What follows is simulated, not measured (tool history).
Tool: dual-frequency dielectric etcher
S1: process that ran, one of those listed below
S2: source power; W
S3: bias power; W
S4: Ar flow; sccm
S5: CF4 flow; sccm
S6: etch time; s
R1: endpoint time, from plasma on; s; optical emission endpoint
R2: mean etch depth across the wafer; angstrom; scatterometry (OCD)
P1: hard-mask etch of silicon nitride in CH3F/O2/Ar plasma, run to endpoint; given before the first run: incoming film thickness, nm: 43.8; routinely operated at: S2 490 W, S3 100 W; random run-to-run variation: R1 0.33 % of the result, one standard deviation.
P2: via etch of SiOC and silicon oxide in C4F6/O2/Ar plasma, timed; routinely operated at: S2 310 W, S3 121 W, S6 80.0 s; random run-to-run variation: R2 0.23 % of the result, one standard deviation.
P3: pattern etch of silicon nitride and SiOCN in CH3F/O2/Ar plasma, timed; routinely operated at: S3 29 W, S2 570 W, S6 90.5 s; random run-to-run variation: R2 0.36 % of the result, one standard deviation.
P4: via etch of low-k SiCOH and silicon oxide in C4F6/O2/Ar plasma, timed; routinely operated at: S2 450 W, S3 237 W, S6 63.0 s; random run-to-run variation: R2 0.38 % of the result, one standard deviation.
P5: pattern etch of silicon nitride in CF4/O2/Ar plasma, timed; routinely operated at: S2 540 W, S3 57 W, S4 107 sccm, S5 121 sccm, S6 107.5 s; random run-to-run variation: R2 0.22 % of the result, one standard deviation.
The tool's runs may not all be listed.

run,hour,S1,S2,S3,S4,S5,S6,R1,R2
1,3.6,P1,490,100,,,,53.100,
2,6.1,P5,540,57,107,169,107.5,,2358.800
3,9.7,P5,540,57,107,121,70.5,,1496.100
4,14.3,P1,490,66,,,,60.914,
5,17.4,P1,490,100,,,,52.905,
6,20.1,P1,660,130,,,,42.835,
7,25.1,P1,490,100,,,,53.076,
8,30.3,P4,450,237,,,63.0,,2057.400
9,33.9,P4,450,237,,,85.0,,2789.000
10,38.9,P1,490,100,,,,52.916,
11,42.8,P3,370,29,,,90.5,,137.340
12,47.0,P2,310,73,,,80.0,,621.730
13,51.1,P5,540,57,148,121,107.5,,2190.300
14,53.6,P1,490,100,,,,52.736,
15,57.4,P3,570,36,,,90.5,,175.810
16,63.0,P5,540,57,107,121,107.5,,2279.800
17,68.2,P1,490,125,,,,48.772,
18,70.8,P4,450,323,,,63.0,,2302.200
19,75.1,P2,240,121,,,80.0,,646.120
20,80.4,P4,620,237,,,63.0,,2341.900
21,85.1,P5,540,80,107,121,107.5,,2603.600
22,89.9,P3,570,29,,,50.0,,87.782
23,94.4,P3,570,29,,,90.5,,159.180
24,99.3,P3,570,29,,,90.5,,158.670
25,102.4,P4,450,237,,,63.0,,2051.300
26,105.3,P5,410,57,107,121,107.5,,1792.300
27,109.7,P2,310,121,,,99.0,,886.990
# hour 110.6: source power generator calibrated
28,114.8,P1,360,100,,,,59.143,
29,117.9,P1,660,100,,,,47.269,
30,120.5,P2,310,121,,,80.0,,712.920
31,125.1,P1,490,100,,,,52.808,
32,130.1,P1,490,100,,,,52.913,
33,135.1,P1,490,100,,,,52.362,
34,137.5,P1,490,100,,,,52.496,
35,142.7,P1,490,100,,,,52.355,
36,146.1,P1,490,100,,,,52.078,
# hour 147.3: wet clean of the chamber
37,148.6,P1,490,100,,,,52.429,
38,151.4,P1,490,100,,,,51.951,
39,154.2,P1,490,100,,,,51.898,
40,157.2,P1,490,100,,,,52.117,
41,160.7,P1,490,100,,,,52.014,

What P1 gives has crept off from where it sat before. The 2 causes that follow fit the log equally well, each at the size noted:
A: source power that arrives over what is set, % = 4.49
B: bias power that arrives over what is set, % = 4.62
Onset of the creep was near hour 130.1.
Excluded causes, each with its reason:
chamber walls in a state that raises the etch rate, %: serviced at hour 147.3, which brought nothing back

The check runs listed below each take one wafer, and their results are still question marks. Under which run would the listed causes lead to clearly different results?
check 1,164.2,P3,570,29,,,90.5,,?
check 2,164.2,P5,540,57,107,121,107.5,,?
check 3,164.2,P2,310,121,,,80.0,,?
check 4,164.2,P4,450,237,,,63.0,,?

Predicted outcomes, by check and by cause:
check,result,if A,if B
check 1,R2,161.200,162.120
check 2,R2,2367.000,2317.400
check 3,R2,727.330,724.640
check 4,R2,2097.200,2093.300
How far apart the two closest causes lie, in the result that separates them most: check 1 0.57 %; check 2 2.12 %; check 3 0.37 %; check 4 0.18 %
The other checks would show nearly matching results whichever cause is true, so check 2 is the only one that separates the causes.

After running check 2, the following was obtained: R2 2324.700 angstrom. Which cause does this point to?

The correct cause is B, namely: bias power that arrives over what is set, %.

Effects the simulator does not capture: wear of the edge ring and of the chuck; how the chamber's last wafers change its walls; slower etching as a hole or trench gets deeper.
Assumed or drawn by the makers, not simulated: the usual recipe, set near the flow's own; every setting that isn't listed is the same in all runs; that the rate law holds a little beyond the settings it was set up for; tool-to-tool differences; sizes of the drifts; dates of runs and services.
